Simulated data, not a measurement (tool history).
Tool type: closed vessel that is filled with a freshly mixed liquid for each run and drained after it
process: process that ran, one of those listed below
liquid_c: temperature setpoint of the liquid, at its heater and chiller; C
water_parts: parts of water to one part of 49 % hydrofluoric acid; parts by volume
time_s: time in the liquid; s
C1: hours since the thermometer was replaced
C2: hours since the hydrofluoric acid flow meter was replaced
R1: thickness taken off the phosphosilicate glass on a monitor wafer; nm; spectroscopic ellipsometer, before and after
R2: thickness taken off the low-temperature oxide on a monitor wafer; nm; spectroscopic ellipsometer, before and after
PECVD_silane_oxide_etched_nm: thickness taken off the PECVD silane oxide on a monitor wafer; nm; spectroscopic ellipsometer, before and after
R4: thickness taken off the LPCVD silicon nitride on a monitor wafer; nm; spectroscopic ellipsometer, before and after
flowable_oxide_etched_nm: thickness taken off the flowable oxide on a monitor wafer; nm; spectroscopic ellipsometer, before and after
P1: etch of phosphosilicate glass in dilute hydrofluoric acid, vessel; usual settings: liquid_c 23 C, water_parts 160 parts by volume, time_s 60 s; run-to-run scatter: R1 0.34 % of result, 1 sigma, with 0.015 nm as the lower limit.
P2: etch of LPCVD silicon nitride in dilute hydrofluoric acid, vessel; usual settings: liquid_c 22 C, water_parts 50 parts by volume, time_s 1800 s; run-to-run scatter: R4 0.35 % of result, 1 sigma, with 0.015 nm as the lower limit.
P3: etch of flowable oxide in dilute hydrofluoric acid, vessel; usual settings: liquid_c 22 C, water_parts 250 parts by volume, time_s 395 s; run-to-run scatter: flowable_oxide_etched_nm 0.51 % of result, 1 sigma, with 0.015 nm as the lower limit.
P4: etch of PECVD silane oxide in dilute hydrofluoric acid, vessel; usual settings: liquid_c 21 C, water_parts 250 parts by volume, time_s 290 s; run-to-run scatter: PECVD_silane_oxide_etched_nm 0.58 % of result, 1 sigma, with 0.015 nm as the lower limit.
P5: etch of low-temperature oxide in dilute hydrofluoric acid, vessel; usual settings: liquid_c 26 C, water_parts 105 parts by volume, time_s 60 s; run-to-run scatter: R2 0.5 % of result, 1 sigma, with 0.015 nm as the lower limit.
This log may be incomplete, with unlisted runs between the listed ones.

{"run": 1, "hour": 6.0, "process": "P1", "liquid_c": 23, "water_parts": 160, "time_s": 60, "C1": 231.6, "C2": 386.4, "R1": 65.577}
{"run": 2, "hour": 10.5, "process": "P1", "liquid_c": 29.5, "water_parts": 160, "time_s": 85, "C1": 236.1, "C2": 390.9, "R1": 119.99}
{"run": 3, "hour": 16.8, "process": "P5", "liquid_c": 26, "water_parts": 105, "time_s": 115, "C1": 242.4, "C2": 397.2, "R2": 26.46}
{"run": 4, "hour": 20.9, "process": "P4", "liquid_c": 21, "water_parts": 250, "time_s": 290, "C1": 246.5, "C2": 401.3, "PECVD_silane_oxide_etched_nm": 16.524}
{"run": 5, "hour": 26.2, "process": "P5", "liquid_c": 26, "water_parts": 190, "time_s": 60, "C1": 251.8, "C2": 406.6, "R2": 6.9245}
{"run": 6, "hour": 31.3, "process": "P1", "liquid_c": 23, "water_parts": 160, "time_s": 90, "C1": 256.9, "C2": 411.7, "R1": 99.36}
{"run": 7, "hour": 35.4, "process": "P2", "liquid_c": 22, "water_parts": 20, "time_s": 1800, "C1": 261, "C2": 415.8, "R4": 34.363}
{"run": 8, "hour": 44.1, "process": "P3", "liquid_c": 22, "water_parts": 250, "time_s": 155, "C1": 269.7, "C2": 424.5, "flowable_oxide_etched_nm": 23.521}
{"run": 9, "hour": 50.0, "process": "P5", "liquid_c": 32.5, "water_parts": 105, "time_s": 60, "C1": 275.6, "C2": 430.4, "R2": 17.677}
{"run": 10, "hour": 59.1, "process": "P1", "liquid_c": 23, "water_parts": 160, "time_s": 60, "C1": 284.7, "C2": 439.5, "R1": 66.17}
{"run": 11, "hour": 65.2, "process": "P3", "liquid_c": 22, "water_parts": 250, "time_s": 395, "C1": 290.8, "C2": 445.6, "flowable_oxide_etched_nm": 60.166}
{"run": 12, "hour": 72.4, "process": "P1", "liquid_c": 27, "water_parts": 160, "time_s": 60, "C1": 298, "C2": 452.8, "R1": 76.554}
{"run": 13, "hour": 80.8, "process": "P2", "liquid_c": 30.5, "water_parts": 50, "time_s": 1800, "C1": 306.4, "C2": 461.2, "R4": 25.107}
{"run": 14, "hour": 89.4, "process": "P5", "liquid_c": 26, "water_parts": 105, "time_s": 60, "C1": 315, "C2": 469.8, "R2": 13.867}
{"run": 15, "hour": 95.9, "process": "P4", "liquid_c": 21, "water_parts": 250, "time_s": 290, "C1": 321.5, "C2": 476.3, "PECVD_silane_oxide_etched_nm": 16.52}
{"run": 16, "hour": 104.8, "process": "P2", "liquid_c": 22, "water_parts": 50, "time_s": 225, "C1": 330.4, "C2": 485.2, "R4": 1.7571}
{"run": 17, "hour": 109.0, "process": "P3", "liquid_c": 22, "water_parts": 65, "time_s": 395, "C1": 334.6, "C2": 489.4, "flowable_oxide_etched_nm": 283.93}
{"run": 18, "hour": 113.9, "process": "P1", "liquid_c": 23, "water_parts": 160, "time_s": 60, "C1": 339.5, "C2": 494.3, "R1": 66.231}
{"run": 19, "hour": 119.9, "process": "P1", "liquid_c": 23, "water_parts": 160, "time_s": 60, "C1": 345.5, "C2": 500.3, "R1": 66.044}
{"run": 20, "hour": 124.1, "process": "P5", "liquid_c": 26, "water_parts": 105, "time_s": 60, "C1": 349.7, "C2": 504.5, "R2": 13.773}
{"run": 21, "hour": 128.8, "process": "P1", "liquid_c": 23, "water_parts": 160, "time_s": 60, "C1": 354.4, "C2": 509.2, "R1": 65.997}
{"run": 22, "hour": 135.3, "process": "P1", "liquid_c": 23, "water_parts": 50, "time_s": 60, "C1": 360.9, "C2": 515.7, "R1": 240.65}
{"run": 23, "hour": 143.2, "process": "P1", "liquid_c": 23, "water_parts": 160, "time_s": 35, "C1": 368.8, "C2": 523.6, "R1": 38.451}
{"run": 24, "hour": 151.9, "process": "P4", "liquid_c": 21, "water_parts": 250, "time_s": 505, "C1": 377.5, "C2": 532.3, "PECVD_silane_oxide_etched_nm": 29.157}
{"run": 25, "hour": 158.5, "process": "P4", "liquid_c": 21, "water_parts": 425, "time_s": 290, "C1": 384.1, "C2": 538.9, "PECVD_silane_oxide_etched_nm": 8.4602}
{"run": 26, "hour": 164.5, "process": "P3", "liquid_c": 29, "water_parts": 250, "time_s": 395, "C1": 390.1, "C2": 544.9, "flowable_oxide_etched_nm": 76.254}
{"run": 27, "hour": 172.6, "process": "P2", "liquid_c": 22, "water_parts": 50, "time_s": 1800, "C1": 398.2, "C2": 553, "R4": 14.161}
{"run": 28, "hour": 178.3, "process": "P1", "liquid_c": 26, "water_parts": 220, "time_s": 60, "C1": 403.9, "C2": 558.7, "R1": 50.059}
{"run": 29, "hour": 183.6, "process": "P4", "liquid_c": 26, "water_parts": 250, "time_s": 290, "C1": 409.2, "C2": 564, "PECVD_silane_oxide_etched_nm": 20.089}
{"run": 30, "hour": 191.3, "process": "P1", "liquid_c": 17, "water_parts": 160, "time_s": 60, "C1": 416.9, "C2": 571.7, "R1": 52.462}
{"run": 31, "hour": 196.4, "process": "P1", "liquid_c": 23, "water_parts": 285, "time_s": 60, "C1": 422, "C2": 576.8, "R1": 32.534}
{"run": 32, "hour": 203.8, "process": "P1", "liquid_c": 23, "water_parts": 160, "time_s": 60, "C1": 429.4, "C2": 584.2, "R1": 66.148}
{"run": 33, "hour": 212.3, "process": "P1", "liquid_c": 23, "water_parts": 160, "time_s": 60, "C1": 437.9, "C2": 592.7, "R1": 66.104}
{"run": 34, "hour": 220.7, "process": "P1", "liquid_c": 30.5, "water_parts": 160, "time_s": 90, "C1": 446.3, "C2": 601.1, "R1": 131.02}
{"run": 35, "hour": 225.8, "process": "P1", "liquid_c": 23, "water_parts": 160, "time_s": 60, "C1": 451.4, "C2": 606.2, "R1": 66.084}
{"run": 36, "hour": 232.2, "process": "P1", "liquid_c": 23, "water_parts": 160, "time_s": 60, "C1": 457.8, "C2": 612.6, "R1": 65.217}
{"run": 37, "hour": 239.9, "process": "P1", "liquid_c": 23, "water_parts": 160, "time_s": 60, "C1": 465.5, "C2": 620.3, "R1": 63.413}
{"run": 38, "hour": 244.5, "process": "P1", "liquid_c": 23, "water_parts": 160, "time_s": 60, "C1": 470.1, "C2": 624.9, "R1": 63.056}
{"run": 39, "hour": 253.4, "process": "P1", "liquid_c": 23, "water_parts": 160, "time_s": 60, "C1": 479, "C2": 633.8, "R1": 62.505}
{"run": 40, "hour": 259.1, "process": "P1", "liquid_c": 23, "water_parts": 160, "time_s": 60, "C1": 484.7, "C2": 639.5, "R1": 62.679}
{"run": 41, "hour": 263.3, "process": "P1", "liquid_c": 23, "water_parts": 160, "time_s": 60, "C1": 488.9, "C2": 643.7, "R1": 62.623}
{"run": 42, "hour": 270.6, "process": "P1", "liquid_c": 23, "water_parts": 160, "time_s": 60, "C1": 496.2, "C2": 651, "R1": 62.694}
{"run": 43, "hour": 278.7, "process": "P1", "liquid_c": 23, "water_parts": 160, "time_s": 60, "C1": 504.3, "C2": 659.1, "R1": 62.031}
{"run": 44, "hour": 285.3, "process": "P1", "liquid_c": 23, "water_parts": 160, "time_s": 60, "C1": 510.9, "C2": 665.7, "R1": 62.22}

The log shows P1 creeping away from where it was. Any of the 2 causes listed here, at the size stated for it, fits the log just as well as the others:
A: hydrofluoric acid flow below the setpoint (%) = 4.64
B: liquid colder than its thermometer reads (K) = 1.46
The creep began at about hour 225.8.

Question marks stand in for the results of the 4 check runs listed below, each run on one wafer. Under which run would the listed causes show clearly different results?
{"run": "check 1", "hour": 291.9, "process": "P4", "liquid_c": 21, "water_parts": 420, "time_s": 490, "PECVD_silane_oxide_etched_nm": "?"}
{"run": "check 2", "hour": 291.9, "process": "P5", "liquid_c": 31.5, "water_parts": 105, "time_s": 110, "R2": "?"}
{"run": "check 3", "hour": 291.9, "process": "P3", "liquid_c": 28, "water_parts": 70, "time_s": 395, "flowable_oxide_etched_nm": "?"}
{"run": "check 4", "hour": 291.9, "process": "P2", "liquid_c": 22, "water_parts": 20, "time_s": 1800, "R4": "?"}

Expected result of each check under each candidate cause:
check=check_1 result=PECVD_silane_oxide_etched_nm if_A=13.52 if_B=13.717
check=check_2 result=R2 if_A=29.492 if_B=29.515
check=check_3 result=flowable_oxide_etched_nm if_A=314.5 if_B=312.88
check=check_4 result=R4 if_A=32.849 if_B=31.032
Minimum pairwise separation of causes per check, each pair taken at its best-separating result: check 1 1.44 %; check 2 0.08 %; check 3 0.52 %; check 4 5.69 %
Check 4 tells the causes apart: in the others they would give nearly the same result.

Check 4 was carried out, with these results: R4 32.883 nm. Which of the listed causes is responsible?

Of the candidate causes, it is A: hydrofluoric acid flow below the setpoint (%).

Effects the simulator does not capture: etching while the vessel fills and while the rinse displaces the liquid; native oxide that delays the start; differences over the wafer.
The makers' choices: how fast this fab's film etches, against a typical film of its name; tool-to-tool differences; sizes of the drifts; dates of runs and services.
